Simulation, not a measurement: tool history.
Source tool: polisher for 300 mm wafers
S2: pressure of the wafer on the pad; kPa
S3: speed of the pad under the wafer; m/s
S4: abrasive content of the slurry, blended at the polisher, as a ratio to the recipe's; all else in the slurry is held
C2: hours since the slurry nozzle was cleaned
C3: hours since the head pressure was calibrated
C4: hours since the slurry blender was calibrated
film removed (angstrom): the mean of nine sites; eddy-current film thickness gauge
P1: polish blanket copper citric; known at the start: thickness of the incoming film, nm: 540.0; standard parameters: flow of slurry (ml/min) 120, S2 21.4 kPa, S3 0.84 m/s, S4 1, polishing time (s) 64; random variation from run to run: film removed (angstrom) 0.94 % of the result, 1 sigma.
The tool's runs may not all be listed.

{"run": 1, "day": 0.292, "flow of slurry (ml/min)": 120, "S2": 21.4, "S3": 0.84, "S4": 1, "polishing time (s)": 64, "wafers polished on this pad": 322, "C2": 277.2, "C3": 241.4, "C4": 103.4, "film removed (angstrom)": 1334.6}
{"run": 2, "day": 0.529, "flow of slurry (ml/min)": 120, "S2": 21.4, "S3": 0.38, "S4": 1, "polishing time (s)": 64, "wafers polished on this pad": 376, "C2": 282.9, "C3": 247.1, "C4": 109.1, "film removed (angstrom)": 605.8}
{"run": 3, "day": 0.846, "flow of slurry (ml/min)": 120, "S2": 21.4, "S3": 1.22, "S4": 1, "polishing time (s)": 64, "wafers polished on this pad": 448, "C2": 290.5, "C3": 254.7, "C4": 116.7, "film removed (angstrom)": 1882.7}
{"run": 4, "day": 1.017, "flow of slurry (ml/min)": 120, "S2": 33.1, "S3": 0.84, "S4": 1, "polishing time (s)": 96, "wafers polished on this pad": 486, "C2": 294.6, "C3": 258.8, "C4": 120.8, "film removed (angstrom)": 3016.4}
{"run": 5, "day": 1.358, "flow of slurry (ml/min)": 120, "S2": 9.7, "S3": 0.84, "S4": 1, "polishing time (s)": 64, "wafers polished on this pad": 563, "C2": 302.8, "C3": 267, "C4": 129, "film removed (angstrom)": 608.24}
{"run": 6, "day": 1.671, "flow of slurry (ml/min)": 120, "S2": 21.4, "S3": 0.84, "S4": 0.6, "polishing time (s)": 64, "wafers polished on this pad": 634, "C2": 310.3, "C3": 274.5, "C4": 136.5, "film removed (angstrom)": 1177.2}
{"run": 7, "day": 1.938, "flow of slurry (ml/min)": 70, "S2": 21.4, "S3": 0.84, "S4": 1, "polishing time (s)": 87, "wafers polished on this pad": 694, "C2": 316.7, "C3": 280.9, "C4": 142.9, "film removed (angstrom)": 1537.9}
{"run": 8, "day": 2.125, "flow of slurry (ml/min)": 70, "S2": 21.4, "S3": 0.84, "S4": 0.55, "polishing time (s)": 64, "wafers polished on this pad": 737, "C2": 321.2, "C3": 285.4, "C4": 147.4, "film removed (angstrom)": 1001.8}
{"run": 9, "day": 2.4, "flow of slurry (ml/min)": 120, "S2": 21.4, "S3": 0.84, "S4": 1, "polishing time (s)": 37, "wafers polished on this pad": 799, "C2": 327.8, "C3": 292, "C4": 154, "film removed (angstrom)": 762.25}
{"run": 10, "day": 2.742, "flow of slurry (ml/min)": 170, "S2": 21.4, "S3": 0.84, "S4": 1, "polishing time (s)": 64, "wafers polished on this pad": 876, "C2": 336, "C3": 300.2, "C4": 162.2, "film removed (angstrom)": 1398.1}
{"run": 11, "day": 3.0, "flow of slurry (ml/min)": 120, "S2": 21.4, "S3": 0.84, "S4": 1.45, "polishing time (s)": 64, "wafers polished on this pad": 934, "C2": 342.2, "C3": 306.4, "C4": 168.4, "film removed (angstrom)": 1439.5}
{"run": 12, "day": 3.35, "flow of slurry (ml/min)": 120, "S2": 21.4, "S3": 0.84, "S4": 1, "polishing time (s)": 64, "wafers polished on this pad": 1014, "C2": 350.6, "C3": 314.8, "C4": 176.8, "film removed (angstrom)": 1310.2}
{"run": 13, "day": 3.575, "flow of slurry (ml/min)": 120, "S2": 21.4, "S3": 0.84, "S4": 1, "polishing time (s)": 64, "wafers polished on this pad": 1064, "C2": 356, "C3": 320.2, "C4": 182.2, "film removed (angstrom)": 1301.1}
{"day": 3.742, "done": "head pressure recalibrated"}
{"run": 14, "day": 3.925, "flow of slurry (ml/min)": 120, "S2": 21.4, "S3": 0.84, "S4": 1, "polishing time (s)": 64, "wafers polished on this pad": 1143, "C2": 364.4, "C3": 4.4, "C4": 190.6, "film removed (angstrom)": 1340.9}
{"run": 15, "day": 4.096, "flow of slurry (ml/min)": 120, "S2": 30.3, "S3": 0.84, "S4": 1, "polishing time (s)": 64, "wafers polished on this pad": 1182, "C2": 368.5, "C3": 8.5, "C4": 194.7, "film removed (angstrom)": 1822.6}
{"run": 16, "day": 4.271, "flow of slurry (ml/min)": 120, "S2": 21.4, "S3": 0.84, "S4": 1, "polishing time (s)": 99, "wafers polished on this pad": 1222, "C2": 372.7, "C3": 12.7, "C4": 198.9, "film removed (angstrom)": 2024.8}
{"run": 17, "day": 4.425, "flow of slurry (ml/min)": 120, "S2": 21.4, "S3": 0.84, "S4": 1, "polishing time (s)": 64, "wafers polished on this pad": 1256, "C2": 376.4, "C3": 16.4, "C4": 202.6, "film removed (angstrom)": 1323.1}
{"run": 18, "day": 4.775, "flow of slurry (ml/min)": 70, "S2": 21.4, "S3": 0.84, "S4": 1, "polishing time (s)": 64, "wafers polished on this pad": 1336, "C2": 384.8, "C3": 24.8, "C4": 211, "film removed (angstrom)": 1120.6}
{"run": 19, "day": 5.05, "flow of slurry (ml/min)": 120, "S2": 21.4, "S3": 0.84, "S4": 1, "polishing time (s)": 64, "wafers polished on this pad": 1398, "C2": 391.4, "C3": 31.4, "C4": 217.6, "film removed (angstrom)": 1302.7}
{"run": 20, "day": 5.242, "flow of slurry (ml/min)": 120, "S2": 21.4, "S3": 0.84, "S4": 1, "polishing time (s)": 64, "wafers polished on this pad": 1441, "C2": 396, "C3": 36, "C4": 222.2, "film removed (angstrom)": 1246}
{"run": 21, "day": 5.508, "flow of slurry (ml/min)": 120, "S2": 21.4, "S3": 0.84, "S4": 1, "polishing time (s)": 64, "wafers polished on this pad": 1501, "C2": 402.4, "C3": 42.4, "C4": 228.6, "film removed (angstrom)": 1219.9}
{"run": 22, "day": 5.821, "flow of slurry (ml/min)": 120, "S2": 21.4, "S3": 0.84, "S4": 1, "polishing time (s)": 64, "wafers polished on this pad": 1572, "C2": 409.9, "C3": 49.9, "C4": 236.1, "film removed (angstrom)": 1185.9}
{"day": 5.858, "done": "worn pad replaced by a new one"}
{"day": 6.125, "done": "slurry blender recalibrated"}
{"run": 23, "day": 6.158, "flow of slurry (ml/min)": 120, "S2": 21.4, "S3": 0.84, "S4": 1, "polishing time (s)": 64, "wafers polished on this pad": 68, "C2": 418, "C3": 58, "C4": 0.8, "film removed (angstrom)": 1160.9}
{"run": 24, "day": 6.408, "flow of slurry (ml/min)": 120, "S2": 21.4, "S3": 0.84, "S4": 1, "polishing time (s)": 64, "wafers polished on this pad": 124, "C2": 424, "C3": 64, "C4": 6.8, "film removed (angstrom)": 1181.5}

Run 25, settings as shown, results not yet in. Your forecast:
{"run": 25, "day": 6.688, "flow of slurry (ml/min)": 120, "S2": 21.4, "S3": 0.84, "S4": 1, "polishing time (s)": 64, "wafers polished on this pad": 188, "C2": 430.7, "C3": 70.7, "C4": 13.5, "film removed (angstrom)": "?"}

film removed (angstrom): 1159.3

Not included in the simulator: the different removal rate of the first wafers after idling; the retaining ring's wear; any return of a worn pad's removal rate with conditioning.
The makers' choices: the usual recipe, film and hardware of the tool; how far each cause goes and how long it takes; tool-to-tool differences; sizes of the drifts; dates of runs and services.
